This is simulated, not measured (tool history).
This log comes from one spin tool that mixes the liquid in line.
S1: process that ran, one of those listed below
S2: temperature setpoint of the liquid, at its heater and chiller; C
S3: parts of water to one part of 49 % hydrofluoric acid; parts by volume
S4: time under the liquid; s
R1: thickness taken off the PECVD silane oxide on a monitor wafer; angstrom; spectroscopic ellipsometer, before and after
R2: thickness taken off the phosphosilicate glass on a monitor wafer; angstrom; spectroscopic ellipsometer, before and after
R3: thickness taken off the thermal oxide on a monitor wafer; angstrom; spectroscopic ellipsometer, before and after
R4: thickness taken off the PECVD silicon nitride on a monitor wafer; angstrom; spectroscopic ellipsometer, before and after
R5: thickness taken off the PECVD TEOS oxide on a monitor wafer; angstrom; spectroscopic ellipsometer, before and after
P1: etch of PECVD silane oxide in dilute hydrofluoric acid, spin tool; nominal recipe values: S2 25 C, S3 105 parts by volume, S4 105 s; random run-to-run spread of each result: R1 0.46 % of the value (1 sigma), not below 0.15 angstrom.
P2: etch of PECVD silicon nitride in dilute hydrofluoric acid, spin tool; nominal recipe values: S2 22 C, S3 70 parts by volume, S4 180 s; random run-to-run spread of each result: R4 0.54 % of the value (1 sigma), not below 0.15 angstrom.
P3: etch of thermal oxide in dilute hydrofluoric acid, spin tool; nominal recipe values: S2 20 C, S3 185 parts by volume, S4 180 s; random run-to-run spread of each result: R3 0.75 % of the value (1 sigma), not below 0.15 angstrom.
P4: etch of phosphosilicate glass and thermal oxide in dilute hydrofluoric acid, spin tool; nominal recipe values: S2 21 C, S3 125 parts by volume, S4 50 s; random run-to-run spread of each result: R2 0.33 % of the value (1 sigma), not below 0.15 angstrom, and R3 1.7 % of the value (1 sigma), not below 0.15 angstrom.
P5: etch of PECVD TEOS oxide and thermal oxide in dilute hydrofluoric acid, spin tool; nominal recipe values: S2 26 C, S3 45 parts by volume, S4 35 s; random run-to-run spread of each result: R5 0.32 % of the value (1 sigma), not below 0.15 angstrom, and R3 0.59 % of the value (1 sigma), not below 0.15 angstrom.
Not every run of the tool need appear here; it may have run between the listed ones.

| run | hour | S1 | S2 | S3 | S4 | R1 | R2 | R3 | R4 | R5 |
|---|---|---|---|---|---|---|---|---|---|---|
| 1 | 15.1 | P1 | 25 | 105 | 105 | 344.03 |  |  |  |  |
| 2 | 24.5 | P4 | 21 | 205 | 50 |  | 227.44 | 8.8072 |  |  |
| 3 | 32.5 | P2 | 22 | 70 | 15 |  |  |  | 3.1582 |  |
| 4 | 42 | P1 | 25 | 105 | 105 | 342 |  |  |  |  |
| 5 | 52.9 | P2 | 22 | 70 | 180 |  |  |  | 37.914 |  |
| 6 | 66.7 | P3 | 20 | 185 | 290 |  |  | 55.842 |  |  |
| 7 | 76.9 | P4 | 21 | 125 | 95 |  | 772.26 | 28.637 |  |  |
| 8 | 92 | P1 | 25 | 20 | 105 | 2011.6 |  |  |  |  |
| 9 | 107.3 | P3 | 20 | 185 | 180 |  |  | 35.121 |  |  |
| 10 | 115.5 | P4 | 21 | 125 | 50 |  | 405.43 | 15.385 |  |  |
| 11 | 131.6 | P1 | 25 | 105 | 105 | 344.91 |  |  |  |  |
| 12 | 140.2 | P1 | 25 | 105 | 105 | 342.2 |  |  |  |  |
| 13 | 152.8 | P1 | 31.5 | 50 | 105 | 999.93 |  |  |  |  |
| 14 | 162.2 | P1 | 25 | 105 | 165 | 535.11 |  |  |  |  |
| 15 | 169.4 | P5 | 26 | 45 | 35 |  |  | 43.895 |  | 77.028 |
| 16 | 182.1 | P1 | 25 | 105 | 105 | 342.07 |  |  |  |  |
| 17 | 194.5 | P2 | 22 | 70 | 180 |  |  |  | 38.143 |  |
| 18 | 205.9 | P2 | 17 | 70 | 180 |  |  |  | 27.187 |  |
| 19 | 218 | P2 | 22 | 120 | 180 |  |  |  | 22.642 |  |
| 20 | 228 | P3 | 20 | 285 | 180 |  |  | 20.254 |  |  |
| 21 | 235.8 | P1 | 17.5 | 105 | 30 | 71.775 |  |  |  |  |
| 22 | 252.4 | P5 | 26 | 20 | 35 |  |  | 102.89 |  | 178.44 |
| 23 | 266.7 | P5 | 26 | 45 | 15 |  |  | 18.749 |  | 33.207 |
| 24 | 279.2 | P1 | 25 | 105 | 15 | 49.316 |  |  |  |  |
| 25 | 289.2 | P1 | 19 | 105 | 105 | 269.82 |  |  |  |  |
| 26 | 298.5 | P5 | 26 | 45 | 35 |  |  | 43.744 |  | 76.369 |
| 27 | 314.2 | P1 | 25 | 155 | 105 | 219.19 |  |  |  |  |
| 28 | 329.4 | P1 | 29.5 | 105 | 45 | 174.83 |  |  |  |  |
| 29 | 343.1 | P3 | 26 | 185 | 180 |  |  | 43.293 |  |  |
| 30 | 353.2 | P1 | 32.5 | 105 | 105 | 455.37 |  |  |  |  |
| 31 | 369.1 | P4 | 21 | 125 | 50 |  | 404.87 | 15.785 |  |  |
| 32 | 380.2 | P4 | 26 | 125 | 50 |  | 491.95 | 18.437 |  |  |
| 33 | 393.4 | P3 | 20 | 185 | 180 |  |  | 34.568 |  |  |
| 34 | 402.5 | P1 | 25 | 105 | 105 | 342.84 |  |  |  |  |
| 35 | 414.5 | P5 | 34 | 45 | 35 |  |  | 59.071 |  | 105.07 |
| 36 | 430.3 | P1 | 25 | 105 | 105 | 341.26 |  |  |  |  |
| 37 | 447 | P1 | 25 | 105 | 105 | 330.46 |  |  |  |  |
| 38 | 459.1 | P1 | 25 | 105 | 105 | 326.96 |  |  |  |  |
| 39 | 467.1 | P1 | 25 | 105 | 105 | 323.07 |  |  |  |  |
| 40 | 476.1 | P1 | 25 | 105 | 105 | 321.18 |  |  |  |  |
| 41 | 491.9 | P1 | 25 | 105 | 105 | 320.89 |  |  |  |  |
| 42 | 500.3 | P1 | 25 | 105 | 105 | 316.62 |  |  |  |  |
| 43 | 509.5 | P1 | 25 | 105 | 105 | 316.23 |  |  |  |  |
| 44 | 524.7 | P1 | 25 | 105 | 105 | 314.33 |  |  |  |  |

P1 has crept away from where it was. The log is fitted equally well by each of these 2 causes, at the sizes shown:
A: liquid colder than its thermometer reads (K) = 2.01
B: hydrofluoric acid flow below the setpoint (%) = 6.75
The process output started creeping at around hour 430.3.

Of the 4 check runs listed below, each run on one wafer and each result written as a question mark, which would let you distinguish the listed causes because they would give clearly different results?
| check 1 | 539.9 | P5 | 26 | 45 | 35 |  |  | ? |  | ? |
| check 2 | 539.9 | P2 | 22 | 70 | 180 |  |  |  | ? |  |
| check 3 | 539.9 | P3 | 20 | 185 | 180 |  |  | ? |  |  |
| check 4 | 539.9 | P4 | 21 | 125 | 50 |  | ? | ? |  |  |

Predicted outcomes, by check and by cause:
| check | result | if A | if B |
|---|---|---|---|
| check 1 | R3 | 40.243 | 40.563 |
| check 1 | R5 | 70.464 | 71.023 |
| check 2 | R4 | 33.138 | 35.503 |
| check 3 | R3 | 32.156 | 32.028 |
| check 4 | R2 | 373.25 | 373.79 |
| check 4 | R3 | 14.258 | 14.278 |
Separation of the two closest causes in each check, using whichever result separates them best: check 1 0.79 %; check 2 6.89 %; check 3 0.4 %; check 4 0.14 %
Only in check 2 would the causes give clearly different results; in the remaining checks their results would be nearly the same.

The results of check 2 are: R4 33.356 angstrom. Based on these, which of the listed causes is it?

A is the cause: liquid colder than its thermometer reads (K).

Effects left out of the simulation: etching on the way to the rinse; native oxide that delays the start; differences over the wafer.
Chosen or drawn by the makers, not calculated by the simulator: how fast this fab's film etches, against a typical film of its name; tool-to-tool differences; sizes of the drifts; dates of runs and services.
